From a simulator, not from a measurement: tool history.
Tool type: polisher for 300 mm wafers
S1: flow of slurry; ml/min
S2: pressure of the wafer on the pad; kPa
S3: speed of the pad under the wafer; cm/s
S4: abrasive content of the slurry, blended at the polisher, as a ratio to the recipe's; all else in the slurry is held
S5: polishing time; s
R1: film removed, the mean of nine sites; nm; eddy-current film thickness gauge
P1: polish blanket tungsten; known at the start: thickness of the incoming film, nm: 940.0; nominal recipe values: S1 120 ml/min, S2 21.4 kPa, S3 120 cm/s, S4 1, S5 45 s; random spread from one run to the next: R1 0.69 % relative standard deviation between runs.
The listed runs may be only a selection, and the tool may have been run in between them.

run 1 hour=3.6 | S1=120 S2=21.4 S3=120 S4=1 S5=45 | R1=235.9
run 2 hour=9.5 | S1=120 S2=21.4 S3=120 S4=1 S5=45 | R1=239.33
run 3 hour=12.3 | S1=70 S2=21.4 S3=120 S4=1 S5=45 | R1=205.65
run 4 hour=17.8 | S1=120 S2=21.4 S3=120 S4=1 S5=24 | R1=125.9
run 5 hour=22.7 | S1=120 S2=13.1 S3=120 S4=1 S5=45 | R1=145.39
run 6 hour=25.6 | S1=120 S2=21.4 S3=120 S4=1 S5=64 | R1=335.24
run 7 hour=31.2 | S1=150 S2=21.4 S3=120 S4=1 S5=45 | R1=248.07
run 8 hour=36.2 | S1=120 S2=21.4 S3=120 S4=1.5 S5=45 | R1=262.64
run 9 hour=41.7 | S1=120 S2=21.4 S3=120 S4=1 S5=45 | R1=237.89
run 10 hour=47 | S1=120 S2=21.4 S3=78 S4=1 S5=45 | R1=154.83
run 11 hour=51.8 | S1=120 S2=33.8 S3=120 S4=1 S5=45 | R1=371.74
run 12 hour=57.5 | S1=175 S2=21.4 S3=120 S4=0.65 S5=45 | R1=232.22

What will run 13 give?
run 13 hour=62.4 | S1=120 S2=21.4 S3=120 S4=1 S5=45 | R1=?

Run 13 gave R1 236.69 nm.
